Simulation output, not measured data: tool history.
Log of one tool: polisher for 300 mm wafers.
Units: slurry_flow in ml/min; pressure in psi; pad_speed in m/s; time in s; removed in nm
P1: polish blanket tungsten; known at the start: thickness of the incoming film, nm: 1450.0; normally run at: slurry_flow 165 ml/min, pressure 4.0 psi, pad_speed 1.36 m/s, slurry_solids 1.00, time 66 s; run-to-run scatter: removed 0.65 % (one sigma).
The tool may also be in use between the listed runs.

run 1 hour=6.7 | slurry_flow=165 pressure=4.0 pad_speed=1.36 slurry_solids=1.00 time=66 | removed=373.75
run 2 hour=16.1 | slurry_flow=165 pressure=4.9 pad_speed=0.78 slurry_solids=1.00 time=66 | removed=263.32
run 3 hour=26.8 | slurry_flow=165 pressure=6.3 pad_speed=1.36 slurry_solids=1.00 time=66 | removed=584.93
run 4 hour=34.4 | slurry_flow=165 pressure=4.0 pad_speed=2.14 slurry_solids=1.00 time=66 | removed=579.82
-- hour=42.5 worn pad replaced by a new one
run 5 hour=44.5 | slurry_flow=165 pressure=4.0 pad_speed=0.86 slurry_solids=1.00 time=66 | removed=234.63
run 6 hour=53.4 | slurry_flow=165 pressure=4.0 pad_speed=1.36 slurry_solids=0.55 time=101 | removed=493.43
run 7 hour=60.4 | slurry_flow=165 pressure=3.0 pad_speed=1.36 slurry_solids=1.00 time=66 | removed=278.96
run 8 hour=68.0 | slurry_flow=165 pressure=4.0 pad_speed=1.84 slurry_solids=1.00 time=38 | removed=289.28
run 9 hour=78.8 | slurry_flow=165 pressure=4.0 pad_speed=1.36 slurry_solids=1.00 time=66 | removed=369.66
run 10 hour=86.5 | slurry_flow=165 pressure=4.0 pad_speed=1.36 slurry_solids=1.00 time=91 | removed=514.59
run 11 hour=96.5 | slurry_flow=165 pressure=4.0 pad_speed=1.36 slurry_solids=1.00 time=66 | removed=370.84
run 12 hour=107.8 | slurry_flow=165 pressure=4.0 pad_speed=1.36 slurry_solids=1.00 time=48 | removed=269.05
run 13 hour=117.5 | slurry_flow=165 pressure=4.0 pad_speed=1.36 slurry_solids=1.50 time=66 | removed=405.72
run 14 hour=126.7 | slurry_flow=165 pressure=4.0 pad_speed=1.36 slurry_solids=1.00 time=66 | removed=373.00
run 15 hour=133.5 | slurry_flow=165 pressure=4.0 pad_speed=1.36 slurry_solids=1.00 time=66 | removed=369.45
run 16 hour=142.9 | slurry_flow=165 pressure=4.0 pad_speed=1.36 slurry_solids=0.55 time=66 | removed=320.16
run 17 hour=151.6 | slurry_flow=100 pressure=4.0 pad_speed=1.36 slurry_solids=1.00 time=66 | removed=335.26
run 18 hour=156.8 | slurry_flow=265 pressure=4.0 pad_speed=1.36 slurry_solids=1.00 time=66 | removed=398.22
run 19 hour=165.6 | slurry_flow=165 pressure=4.0 pad_speed=1.36 slurry_solids=1.00 time=66 | removed=367.00
run 20 hour=172.0 | slurry_flow=165 pressure=4.0 pad_speed=1.36 slurry_solids=1.00 time=66 | removed=361.48
run 21 hour=178.9 | slurry_flow=165 pressure=4.0 pad_speed=1.36 slurry_solids=1.00 time=66 | removed=360.49
run 22 hour=190.5 | slurry_flow=165 pressure=4.0 pad_speed=1.36 slurry_solids=1.00 time=66 | removed=352.56
run 23 hour=199.9 | slurry_flow=165 pressure=4.0 pad_speed=1.36 slurry_solids=1.00 time=66 | removed=346.84
-- hour=201.2 slurry blender recalibrated
-- hour=201.7 slurry tank refilled with fresh slurry and peroxide
run 24 hour=206.8 | slurry_flow=165 pressure=4.0 pad_speed=1.36 slurry_solids=1.00 time=66 | removed=345.73
-- hour=208.9 worn pad replaced by a new one
run 25 hour=213.8 | slurry_flow=165 pressure=4.0 pad_speed=1.36 slurry_solids=1.00 time=66 | removed=342.04
run 26 hour=221.9 | slurry_flow=165 pressure=4.0 pad_speed=1.36 slurry_solids=1.00 time=66 | removed=340.84
run 27 hour=227.3 | slurry_flow=165 pressure=4.0 pad_speed=1.36 slurry_solids=1.00 time=66 | removed=342.07
run 28 hour=234.5 | slurry_flow=165 pressure=4.0 pad_speed=1.36 slurry_solids=1.00 time=66 | removed=340.11
run 29 hour=240.0 | slurry_flow=165 pressure=4.0 pad_speed=1.36 slurry_solids=1.00 time=66 | removed=342.87
run 30 hour=245.7 | slurry_flow=165 pressure=4.0 pad_speed=1.36 slurry_solids=1.00 time=66 | removed=338.98

What P1 gives has crept away from where it was. These 2 causes fit the log equally well, each at the size given:
A: head's pressure below its setpoint, % = 7.97
B: slurry flow missing at the pad, % = 34.7
The creep began at about hour 165.6.
Why every other cause is out:
removal rate lost through wear of the pad, %: serviced at hour 208.9, which brought nothing back
abrasive missing from the slurry, %: serviced at hour 201.2, which brought nothing back
peroxide lost from the slurry, %: serviced at hour 201.7, which brought nothing back

4 check runs are offered, each on 5 wafers whose results are averaged, their results left as question marks. Which one tells the causes apart?
run check 1 hour=251.4 | slurry_flow=165 pressure=4.0 pad_speed=2.06 slurry_solids=1.00 time=66 | removed=?
run check 2 hour=251.4 | slurry_flow=165 pressure=4.0 pad_speed=1.36 slurry_solids=0.55 time=84 | removed=?
run check 3 hour=251.4 | slurry_flow=165 pressure=4.0 pad_speed=1.06 slurry_solids=0.55 time=66 | removed=?
run check 4 hour=251.4 | slurry_flow=235 pressure=4.0 pad_speed=1.36 slurry_solids=0.70 time=66 | removed=?

What each check would give under each cause:
check=check_1 result=removed if_A=517.09 if_B=517.03
check=check_2 result=removed if_A=378.78 if_B=378.74
check=check_3 result=removed if_A=231.96 if_B=231.94
check=check_4 result=removed if_A=329.68 if_B=337.38
How far apart the two closest causes lie, in the result that separates them most: check 1 0.01 %; check 2 0.01 %; check 3 0.01 %; check 4 2.31 %
Only check 4 tells the causes apart: in the others they would give nearly the same result.

Check 4 was then run and gave: removed 336.44 nm. Which cause is it?

It is B: slurry flow missing at the pad, %.
